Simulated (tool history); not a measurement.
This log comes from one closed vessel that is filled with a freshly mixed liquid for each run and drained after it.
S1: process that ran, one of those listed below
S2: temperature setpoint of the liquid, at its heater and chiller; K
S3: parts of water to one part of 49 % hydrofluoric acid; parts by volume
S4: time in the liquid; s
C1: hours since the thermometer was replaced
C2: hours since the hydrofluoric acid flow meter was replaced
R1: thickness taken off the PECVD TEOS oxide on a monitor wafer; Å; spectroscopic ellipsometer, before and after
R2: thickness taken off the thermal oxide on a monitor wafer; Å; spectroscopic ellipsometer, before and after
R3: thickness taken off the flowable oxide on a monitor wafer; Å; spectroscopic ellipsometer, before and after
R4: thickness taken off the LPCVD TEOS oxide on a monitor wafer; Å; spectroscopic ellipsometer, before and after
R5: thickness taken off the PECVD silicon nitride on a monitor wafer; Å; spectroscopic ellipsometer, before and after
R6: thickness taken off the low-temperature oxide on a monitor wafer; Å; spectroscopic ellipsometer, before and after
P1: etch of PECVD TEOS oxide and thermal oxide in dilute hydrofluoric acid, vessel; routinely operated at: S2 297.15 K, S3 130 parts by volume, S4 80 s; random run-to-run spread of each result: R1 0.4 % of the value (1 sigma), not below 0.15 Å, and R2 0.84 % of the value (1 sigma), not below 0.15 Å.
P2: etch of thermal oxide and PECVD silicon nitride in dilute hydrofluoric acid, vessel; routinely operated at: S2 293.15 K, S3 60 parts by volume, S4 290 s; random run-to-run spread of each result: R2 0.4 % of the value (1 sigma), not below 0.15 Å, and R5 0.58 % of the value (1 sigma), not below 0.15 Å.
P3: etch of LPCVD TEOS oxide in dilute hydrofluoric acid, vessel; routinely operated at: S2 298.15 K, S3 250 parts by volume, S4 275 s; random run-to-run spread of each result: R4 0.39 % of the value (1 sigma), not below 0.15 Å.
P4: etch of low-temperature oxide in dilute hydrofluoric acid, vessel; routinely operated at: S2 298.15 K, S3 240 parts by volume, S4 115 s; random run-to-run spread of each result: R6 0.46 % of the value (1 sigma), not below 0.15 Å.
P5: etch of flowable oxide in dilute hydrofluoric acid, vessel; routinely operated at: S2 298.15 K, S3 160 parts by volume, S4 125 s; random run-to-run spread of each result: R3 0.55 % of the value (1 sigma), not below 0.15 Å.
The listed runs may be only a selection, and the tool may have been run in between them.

Run 1, hour 7: S1 P1, S2 297.15 K, S3 130 parts by volume, S4 80 s; C1 143.8; C2 439.2. Result: R1 70.953 Å, R2 29.311 Å.
Run 2, hour 12.3: S1 P1, S2 297.15 K, S3 130 parts by volume, S4 125 s; C1 149.1; C2 444.5. Result: R1 109.55 Å, R2 44.278 Å.
Run 3, hour 19.5: S1 P5, S2 291.65 K, S3 160 parts by volume, S4 125 s; C1 156.3; C2 451.7. Result: R3 206.82 Å.
Run 4, hour 24.8: S1 P1, S2 297.15 K, S3 25 parts by volume, S4 80 s; C1 161.6; C2 457. Result: R1 420.13 Å, R2 172.57 Å.
Run 5, hour 28.8: S1 P3, S2 298.15 K, S3 250 parts by volume, S4 275 s; C1 165.6; C2 461. Result: R4 517.75 Å.
At hour 30.9: thermometer replaced.
Run 6, hour 33.5: S1 P1, S2 297.15 K, S3 130 parts by volume, S4 80 s; C1 2.6; C2 465.7. Result: R1 70.604 Å, R2 29.367 Å.
Run 7, hour 41: S1 P2, S2 293.15 K, S3 30 parts by volume, S4 290 s; C1 10.1; C2 473.2. Result: R2 436.75 Å, R5 185.3 Å.
Run 8, hour 44.9: S1 P2, S2 290.15 K, S3 60 parts by volume, S4 290 s; C1 14; C2 477.1. Result: R2 184.94 Å, R5 77.354 Å.
Run 9, hour 48.5: S1 P5, S2 298.15 K, S3 160 parts by volume, S4 65 s; C1 17.6; C2 480.7. Result: R3 137.77 Å.
Run 10, hour 53.9: S1 P3, S2 298.15 K, S3 250 parts by volume, S4 395 s; C1 23; C2 486.1. Result: R4 743.01 Å.
Run 11, hour 59.3: S1 P2, S2 293.15 K, S3 60 parts by volume, S4 290 s; C1 28.4; C2 491.5. Result: R2 207.64 Å, R5 95.192 Å.
Run 12, hour 64.8: S1 P3, S2 290.65 K, S3 250 parts by volume, S4 275 s; C1 33.9; C2 497. Result: R4 389.1 Å.
Run 13, hour 70.7: S1 P5, S2 298.15 K, S3 50 parts by volume, S4 125 s; C1 39.8; C2 502.9. Result: R3 960.76 Å.
Run 14, hour 75.5: S1 P4, S2 290.15 K, S3 240 parts by volume, S4 115 s; C1 44.6; C2 507.7. Result: R6 40.589 Å.
Run 15, hour 81.4: S1 P1, S2 297.15 K, S3 130 parts by volume, S4 30 s; C1 50.5; C2 513.6. Result: R1 26.595 Å, R2 10.919 Å.
Run 16, hour 84.9: S1 P1, S2 297.15 K, S3 130 parts by volume, S4 80 s; C1 54; C2 517.1. Result: R1 71.177 Å, R2 29.544 Å.
Run 17, hour 89.2: S1 P4, S2 298.15 K, S3 85 parts by volume, S4 115 s; C1 58.3; C2 521.4. Result: R6 185.79 Å.
Run 18, hour 93.1: S1 P4, S2 298.15 K, S3 240 parts by volume, S4 115 s; C1 62.2; C2 525.3. Result: R6 54.515 Å.
Run 19, hour 98.5: S1 P5, S2 298.15 K, S3 160 parts by volume, S4 125 s; C1 67.6; C2 530.7. Result: R3 261.56 Å.
Run 20, hour 105.3: S1 P1, S2 297.15 K, S3 230 parts by volume, S4 30 s; C1 74.4; C2 537.5. Result: R1 13.397 Å, R2 5.5753 Å.
Run 21, hour 112: S1 P1, S2 297.15 K, S3 130 parts by volume, S4 80 s; C1 81.1; C2 544.2. Result: R1 70.983 Å, R2 29.299 Å.
Run 22, hour 115.7: S1 P1, S2 297.15 K, S3 130 parts by volume, S4 80 s; C1 84.8; C2 547.9. Result: R1 70.571 Å, R2 29.237 Å.
Run 23, hour 122.6: S1 P4, S2 298.15 K, S3 240 parts by volume, S4 30 s; C1 91.7; C2 554.8. Result: R6 14.252 Å.
Run 24, hour 126.4: S1 P4, S2 298.15 K, S3 240 parts by volume, S4 115 s; C1 95.5; C2 558.6. Result: R6 54.561 Å.
Run 25, hour 129.9: S1 P1, S2 297.15 K, S3 230 parts by volume, S4 80 s; C1 99; C2 562.1. Result: R1 35.844 Å, R2 14.795 Å.
Run 26, hour 135.3: S1 P2, S2 293.15 K, S3 60 parts by volume, S4 290 s; C1 104.4; C2 567.5. Result: R2 209.44 Å, R5 94.801 Å.
Run 27, hour 142.5: S1 P1, S2 302.15 K, S3 130 parts by volume, S4 80 s; C1 111.6; C2 574.7. Result: R1 85.44 Å, R2 34.715 Å.
Run 28, hour 146.5: S1 P1, S2 303.65 K, S3 225 parts by volume, S4 80 s; C1 115.6; C2 578.7. Result: R1 46.38 Å, R2 19.165 Å.
Run 29, hour 152.7: S1 P1, S2 297.15 K, S3 130 parts by volume, S4 80 s; C1 121.8; C2 584.9. Result: R1 70.503 Å, R2 29.123 Å.
Run 30, hour 156.4: S1 P3, S2 298.15 K, S3 120 parts by volume, S4 275 s; C1 125.5; C2 588.6. Result: R4 1234.9 Å.
Run 31, hour 161.9: S1 P1, S2 290.15 K, S3 130 parts by volume, S4 80 s; C1 131; C2 594.1. Result: R1 53.74 Å, R2 22.271 Å.
Run 32, hour 166.8: S1 P1, S2 297.15 K, S3 130 parts by volume, S4 80 s; C1 135.9; C2 599. Result: R1 70.275 Å, R2 28.989 Å.
Run 33, hour 171.7: S1 P2, S2 293.15 K, S3 60 parts by volume, S4 105 s; C1 140.8; C2 603.9. Result: R2 76.022 Å, R5 34.456 Å.
Run 34, hour 178.4: S1 P5, S2 298.15 K, S3 160 parts by volume, S4 125 s; C1 147.5; C2 610.6. Result: R3 265.46 Å.
Run 35, hour 184.4: S1 P1, S2 297.15 K, S3 130 parts by volume, S4 80 s; C1 153.5; C2 616.6. Result: R1 70.679 Å, R2 28.911 Å.
Run 36, hour 188.8: S1 P1, S2 297.15 K, S3 130 parts by volume, S4 80 s; C1 157.9; C2 621. Result: R1 68.757 Å, R2 28.52 Å.
Run 37, hour 195.2: S1 P1, S2 297.15 K, S3 130 parts by volume, S4 80 s; C1 164.3; C2 627.4. Result: R1 67.662 Å, R2 27.665 Å.
Run 38, hour 199.1: S1 P1, S2 297.15 K, S3 130 parts by volume, S4 80 s; C1 168.2; C2 631.3. Result: R1 67 Å, R2 27.246 Å.
Run 39, hour 205: S1 P1, S2 297.15 K, S3 130 parts by volume, S4 80 s; C1 174.1; C2 637.2. Result: R1 65.89 Å, R2 26.701 Å.
Run 40, hour 209.9: S1 P1, S2 297.15 K, S3 130 parts by volume, S4 80 s; C1 179; C2 642.1. Result: R1 65.797 Å, R2 26.687 Å.
Run 41, hour 213.8: S1 P1, S2 297.15 K, S3 130 parts by volume, S4 80 s; C1 182.9; C2 646. Result: R1 65.518 Å, R2 26.497 Å.
Run 42, hour 219.3: S1 P1, S2 297.15 K, S3 130 parts by volume, S4 80 s; C1 188.4; C2 651.5. Result: R1 65.243 Å, R2 26.448 Å.
Run 43, hour 226.1: S1 P1, S2 297.15 K, S3 130 parts by volume, S4 80 s; C1 195.2; C2 658.3. Result: R1 65.144 Å, R2 26.483 Å.
Run 44, hour 231.7: S1 P1, S2 297.15 K, S3 130 parts by volume, S4 80 s; C1 200.8; C2 663.9. Result: R1 64.673 Å, R2 26.865 Å.
Run 45, hour 236.9: S1 P1, S2 297.15 K, S3 130 parts by volume, S4 80 s; C1 206; C2 669.1. Result: R1 65.339 Å, R2 27.24 Å.
Run 46, hour 243.2: S1 P1, S2 297.15 K, S3 130 parts by volume, S4 80 s; C1 212.3; C2 675.4. Result: R1 64.452 Å, R2 26.698 Å.

What P1 gives has crept off from where it sat before. The 2 causes that follow fit the log equally well, each at the size noted:
A: liquid colder than its thermometer reads (K) = 2.18
B: hydrofluoric acid flow below the setpoint (%) = 7.11
The gradual shift began around hour 184.4.

Below are 4 check runs, each on a single wafer, with their results shown as question marks. Which of them would tell the listed causes apart, meaning the causes would give clearly different results under it?
Run check 1, hour 249.5: S1 P5, S2 298.15 K, S3 85 parts by volume, S4 125 s. Result: R3 ?.
Run check 2, hour 249.5: S1 P4, S2 292.15 K, S3 240 parts by volume, S4 30 s. Result: R6 ?.
Run check 3, hour 249.5: S1 P2, S2 290.15 K, S3 35 parts by volume, S4 290 s. Result: R2 ?, R5 ?.
Run check 4, hour 249.5: S1 P3, S2 290.65 K, S3 135 parts by volume, S4 275 s. Result: R4 ?.

If the cause were each of the candidates in turn, the checks would give the following:
  check  result    if A    if B
check 1      R3   499.2  501.84
check 2      R6  10.505  10.439
check 3      R2  295.07  300.95
check 3      R5  110.51  120.43
check 4      R4  738.08  742.99
Per-check spread between the two closest causes, in the result where they differ most: check 1 0.53 %; check 2 0.63 %; check 3 8.6 %; check 4 0.66 %
Check 3 is the one run that separates the causes; every other check would come out nearly the same whichever cause is at work.

Check 3 was then run and gave: R2 296.56 Å; R5 110.96 Å. Which cause is it?

It is A: liquid colder than its thermometer reads (K).
